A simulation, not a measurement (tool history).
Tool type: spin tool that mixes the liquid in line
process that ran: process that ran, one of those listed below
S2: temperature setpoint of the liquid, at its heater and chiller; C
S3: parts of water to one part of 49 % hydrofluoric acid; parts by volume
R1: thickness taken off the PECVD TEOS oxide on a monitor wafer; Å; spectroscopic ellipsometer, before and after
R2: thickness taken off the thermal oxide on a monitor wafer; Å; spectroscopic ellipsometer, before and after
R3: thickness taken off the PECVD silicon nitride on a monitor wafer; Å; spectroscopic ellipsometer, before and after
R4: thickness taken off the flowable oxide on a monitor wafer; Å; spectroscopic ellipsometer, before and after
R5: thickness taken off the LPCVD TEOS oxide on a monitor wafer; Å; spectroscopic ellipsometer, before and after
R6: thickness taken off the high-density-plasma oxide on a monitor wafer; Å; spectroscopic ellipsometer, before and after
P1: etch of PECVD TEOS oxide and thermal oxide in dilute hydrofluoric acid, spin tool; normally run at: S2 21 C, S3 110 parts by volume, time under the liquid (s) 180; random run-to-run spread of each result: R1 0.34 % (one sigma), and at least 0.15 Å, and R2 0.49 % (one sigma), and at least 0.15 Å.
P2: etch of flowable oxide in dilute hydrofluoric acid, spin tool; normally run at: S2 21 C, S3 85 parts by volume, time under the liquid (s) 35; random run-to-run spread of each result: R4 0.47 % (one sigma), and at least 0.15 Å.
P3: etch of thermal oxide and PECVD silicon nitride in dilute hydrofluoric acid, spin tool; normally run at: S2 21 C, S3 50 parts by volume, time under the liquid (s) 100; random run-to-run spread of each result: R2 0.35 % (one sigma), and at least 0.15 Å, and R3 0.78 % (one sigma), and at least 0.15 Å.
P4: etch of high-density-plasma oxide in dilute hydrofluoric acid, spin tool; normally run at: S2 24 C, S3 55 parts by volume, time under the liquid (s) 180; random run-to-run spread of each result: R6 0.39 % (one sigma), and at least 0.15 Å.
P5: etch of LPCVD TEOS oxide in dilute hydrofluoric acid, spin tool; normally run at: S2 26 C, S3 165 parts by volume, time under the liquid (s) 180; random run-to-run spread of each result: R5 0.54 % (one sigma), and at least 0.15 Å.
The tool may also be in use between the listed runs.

run 1 day=0.092 | process_that_ran=P1 S2=21 S3=110 time_under_the_liquid_(s)=180 | R1=286.23 R2=65.868
run 2 day=0.238 | process_that_ran=P3 S2=21 S3=50 time_under_the_liquid_(s)=100 | R2=88.595 R3=27.515
run 3 day=0.342 | process_that_ran=P1 S2=17 S3=110 time_under_the_liquid_(s)=180 | R1=243.64 R2=56.183
run 4 day=0.45 | process_that_ran=P2 S2=17 S3=85 time_under_the_liquid_(s)=35 | R4=85.99
run 5 day=0.612 | process_that_ran=P1 S2=21 S3=200 time_under_the_liquid_(s)=180 | R1=142.34 R2=32.992
run 6 day=0.721 | process_that_ran=P3 S2=21 S3=90 time_under_the_liquid_(s)=100 | R2=46.735 R3=15.194
run 7 day=0.833 | process_that_ran=P1 S2=21 S3=110 time_under_the_liquid_(s)=75 | R1=119.17 R2=27.516
run 8 day=0.929 | process_that_ran=P5 S2=34 S3=165 time_under_the_liquid_(s)=180 | R5=239.18
run 9 day=1.092 | process_that_ran=P4 S2=24 S3=55 time_under_the_liquid_(s)=55 | R6=78.593
run 10 day=1.196 | process_that_ran=P4 S2=18.5 S3=55 time_under_the_liquid_(s)=180 | R6=201.71
run 11 day=1.288 | process_that_ran=P1 S2=21 S3=175 time_under_the_liquid_(s)=25 | R1=23.198 R2=5.3042
run 12 day=1.367 | process_that_ran=P3 S2=21 S3=50 time_under_the_liquid_(s)=20 | R2=17.692 R3=5.4789
run 13 day=1.546 | process_that_ran=P5 S2=26 S3=165 time_under_the_liquid_(s)=180 | R5=181.47
run 14 day=1.629 | process_that_ran=P1 S2=21 S3=110 time_under_the_liquid_(s)=180 | R1=286.14 R2=65.684
run 15 day=1.733 | process_that_ran=P1 S2=17 S3=110 time_under_the_liquid_(s)=70 | R1=94.665 R2=21.754
run 16 day=1.888 | process_that_ran=P1 S2=21 S3=65 time_under_the_liquid_(s)=180 | R1=509.03 R2=117.61
run 17 day=2.062 | process_that_ran=P2 S2=21 S3=85 time_under_the_liquid_(s)=50 | R4=145.66
run 18 day=2.221 | process_that_ran=P2 S2=21 S3=85 time_under_the_liquid_(s)=35 | R4=102.37
run 19 day=2.325 | process_that_ran=P1 S2=26.5 S3=110 time_under_the_liquid_(s)=290 | R1=574.87 R2=131.72
run 20 day=2.408 | process_that_ran=P1 S2=21 S3=110 time_under_the_liquid_(s)=345 | R1=549.3 R2=126.56
run 21 day=2.508 | process_that_ran=P5 S2=26 S3=65 time_under_the_liquid_(s)=180 | R5=518.23
run 22 day=2.658 | process_that_ran=P2 S2=21 S3=20 time_under_the_liquid_(s)=35 | R4=465.67
run 23 day=2.817 | process_that_ran=P1 S2=21 S3=110 time_under_the_liquid_(s)=180 | R1=285.27 R2=66.762
-- day=2.838 thermometer replaced
run 24 day=2.979 | process_that_ran=P1 S2=21 S3=110 time_under_the_liquid_(s)=180 | R1=286.54 R2=65.729
run 25 day=3.067 | process_that_ran=P5 S2=26 S3=165 time_under_the_liquid_(s)=330 | R5=333.77
run 26 day=3.217 | process_that_ran=P1 S2=21 S3=110 time_under_the_liquid_(s)=180 | R1=287.06 R2=65.899
run 27 day=3.396 | process_that_ran=P4 S2=24 S3=55 time_under_the_liquid_(s)=180 | R6=255.97
run 28 day=3.496 | process_that_ran=P1 S2=21 S3=110 time_under_the_liquid_(s)=180 | R1=285.15 R2=66.423
run 29 day=3.583 | process_that_ran=P1 S2=28.5 S3=110 time_under_the_liquid_(s)=180 | R1=384.84 R2=88.169
run 30 day=3.712 | process_that_ran=P3 S2=17 S3=50 time_under_the_liquid_(s)=100 | R2=74.005 R3=20.627
run 31 day=3.796 | process_that_ran=P4 S2=24 S3=85 time_under_the_liquid_(s)=180 | R6=160
run 32 day=3.975 | process_that_ran=P1 S2=21 S3=110 time_under_the_liquid_(s)=180 | R1=284.88 R2=65.988
run 33 day=4.071 | process_that_ran=P1 S2=21 S3=110 time_under_the_liquid_(s)=180 | R1=294.04 R2=68.812
run 34 day=4.221 | process_that_ran=P1 S2=21 S3=110 time_under_the_liquid_(s)=180 | R1=304.01 R2=69.92
run 35 day=4.333 | process_that_ran=P1 S2=21 S3=110 time_under_the_liquid_(s)=180 | R1=306.26 R2=70.776
run 36 day=4.412 | process_that_ran=P1 S2=21 S3=110 time_under_the_liquid_(s)=180 | R1=307.87 R2=70.406
run 37 day=4.508 | process_that_ran=P1 S2=21 S3=110 time_under_the_liquid_(s)=180 | R1=310.92 R2=71.107
run 38 day=4.683 | process_that_ran=P1 S2=21 S3=110 time_under_the_liquid_(s)=180 | R1=312.21 R2=71.342
run 39 day=4.796 | process_that_ran=P1 S2=21 S3=110 time_under_the_liquid_(s)=180 | R1=311.68 R2=72.129
run 40 day=4.904 | process_that_ran=P1 S2=21 S3=110 time_under_the_liquid_(s)=180 | R1=312.53 R2=72.526
run 41 day=5 | process_that_ran=P1 S2=21 S3=110 time_under_the_liquid_(s)=180 | R1=313.58 R2=72.3

The log shows P1 creeping away from where it was. Any of the 2 causes listed here, at the size stated for it, fits the log just as well as the others:
A: liquid hotter than its thermometer reads (K) = 2.25
B: hydrofluoric acid flow above the setpoint (%) = 8.36
The process output started creeping at around day 3.975.

Which of the 4 check runs listed below separates the causes, so that each cause would produce a clearly different result? Each run uses one wafer, and its results are marked with question marks.
run check 1 day=5.096 | process_that_ran=P5 S2=26 S3=165 time_under_the_liquid_(s)=180 | R5=?
run check 2 day=5.096 | process_that_ran=P2 S2=21 S3=85 time_under_the_liquid_(s)=35 | R4=?
run check 3 day=5.096 | process_that_ran=P4 S2=24 S3=55 time_under_the_liquid_(s)=180 | R6=?
run check 4 day=5.096 | process_that_ran=P3 S2=21 S3=50 time_under_the_liquid_(s)=100 | R2=? R3=?

If the cause were each of the candidates in turn, the checks would give the following:
check=check_1 result=R5 if_A=196.5 if_B=199.06
check=check_2 result=R4 if_A=111.32 if_B=110.92
check=check_3 result=R6 if_A=279.95 if_B=278.4
check=check_4 result=R2 if_A=97.308 if_B=96.449
check=check_4 result=R3 if_A=31.938 if_B=29.61
How far apart the two closest causes lie, in the result that separates them most: check 1 1.3 %; check 2 0.36 %; check 3 0.56 %; check 4 7.57 %
Check 4 tells the causes apart: in the others they would give nearly the same result.

Check 4 was then run and gave: R2 97.946 Å; R3 31.846 Å. Which cause is it?

It was cause A: liquid hotter than its thermometer reads (K).
